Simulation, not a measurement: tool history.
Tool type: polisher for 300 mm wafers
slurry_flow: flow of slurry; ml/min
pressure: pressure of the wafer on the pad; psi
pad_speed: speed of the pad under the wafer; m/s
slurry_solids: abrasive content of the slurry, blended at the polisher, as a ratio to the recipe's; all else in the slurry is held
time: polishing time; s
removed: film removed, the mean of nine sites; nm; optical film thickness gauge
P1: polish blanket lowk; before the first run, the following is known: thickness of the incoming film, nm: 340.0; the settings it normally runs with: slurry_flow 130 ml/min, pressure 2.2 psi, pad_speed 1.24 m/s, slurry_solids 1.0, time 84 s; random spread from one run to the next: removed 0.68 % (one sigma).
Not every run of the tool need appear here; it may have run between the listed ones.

| run | hour | slurry_flow | pressure | pad_speed | slurry_solids | time | wafers polished on this pad | hours since the slurry nozzle was cleaned | hours since the head pressure was calibrated | hours since the slurry blender was calibrated | hours since the conditioning disc was replaced | removed |
|---|---|---|---|---|---|---|---|---|---|---|---|---|
| 1 | 3.7 | 130 | 2.2 | 1.24 | 1.0 | 84 | 238 | 123.5 | 184.1 | 190.0 | 122.2 | 38.494 |
| 2 | 7.6 | 130 | 3.4 | 1.24 | 1.0 | 84 | 276 | 127.4 | 188.0 | 193.9 | 126.1 | 59.224 |
|  | 11.5 | conditioning disc replaced and pad reconditioned |
| 3 | 12.7 | 130 | 2.2 | 1.24 | 1.0 | 112 | 325 | 132.5 | 193.1 | 199.0 | 1.3 | 51.113 |
| 4 | 18.7 | 130 | 2.2 | 1.24 | 1.0 | 84 | 383 | 138.5 | 199.1 | 205.0 | 7.3 | 38.375 |
| 5 | 22.3 | 130 | 2.2 | 1.24 | 1.4 | 84 | 418 | 142.1 | 202.7 | 208.6 | 10.9 | 43.718 |
| 6 | 26.1 | 130 | 2.2 | 1.24 | 1.0 | 84 | 455 | 145.9 | 206.5 | 212.4 | 14.7 | 38.472 |
| 7 | 30.7 | 130 | 2.2 | 0.58 | 1.0 | 84 | 499 | 150.5 | 211.1 | 217.0 | 19.3 | 20.960 |
| 8 | 36.3 | 80 | 2.2 | 1.24 | 1.0 | 84 | 553 | 156.1 | 216.7 | 222.6 | 24.9 | 34.536 |
| 9 | 41.0 | 130 | 2.2 | 1.24 | 1.0 | 84 | 599 | 160.8 | 221.4 | 227.3 | 29.6 | 38.617 |
| 10 | 46.0 | 130 | 1.1 | 1.24 | 1.0 | 84 | 647 | 165.8 | 226.4 | 232.3 | 34.6 | 19.172 |
| 11 | 50.8 | 130 | 1.5 | 1.24 | 1.3 | 84 | 693 | 170.6 | 231.2 | 237.1 | 39.4 | 29.036 |
| 12 | 54.3 | 130 | 2.2 | 1.24 | 1.0 | 84 | 727 | 174.1 | 234.7 | 240.6 | 42.9 | 38.616 |
| 13 | 58.7 | 130 | 2.2 | 1.24 | 0.6 | 84 | 769 | 178.5 | 239.1 | 245.0 | 47.3 | 29.202 |
| 14 | 63.4 | 130 | 2.2 | 1.24 | 1.0 | 56 | 815 | 183.2 | 243.8 | 249.7 | 52.0 | 25.721 |

Expected results for the next run?
| 15 | 68.0 | 195 | 2.2 | 1.24 | 1.0 | 84 | 859 | 187.8 | 248.4 | 254.3 | 56.6 | ? |

{"run 15": {"removed": 40.966}}

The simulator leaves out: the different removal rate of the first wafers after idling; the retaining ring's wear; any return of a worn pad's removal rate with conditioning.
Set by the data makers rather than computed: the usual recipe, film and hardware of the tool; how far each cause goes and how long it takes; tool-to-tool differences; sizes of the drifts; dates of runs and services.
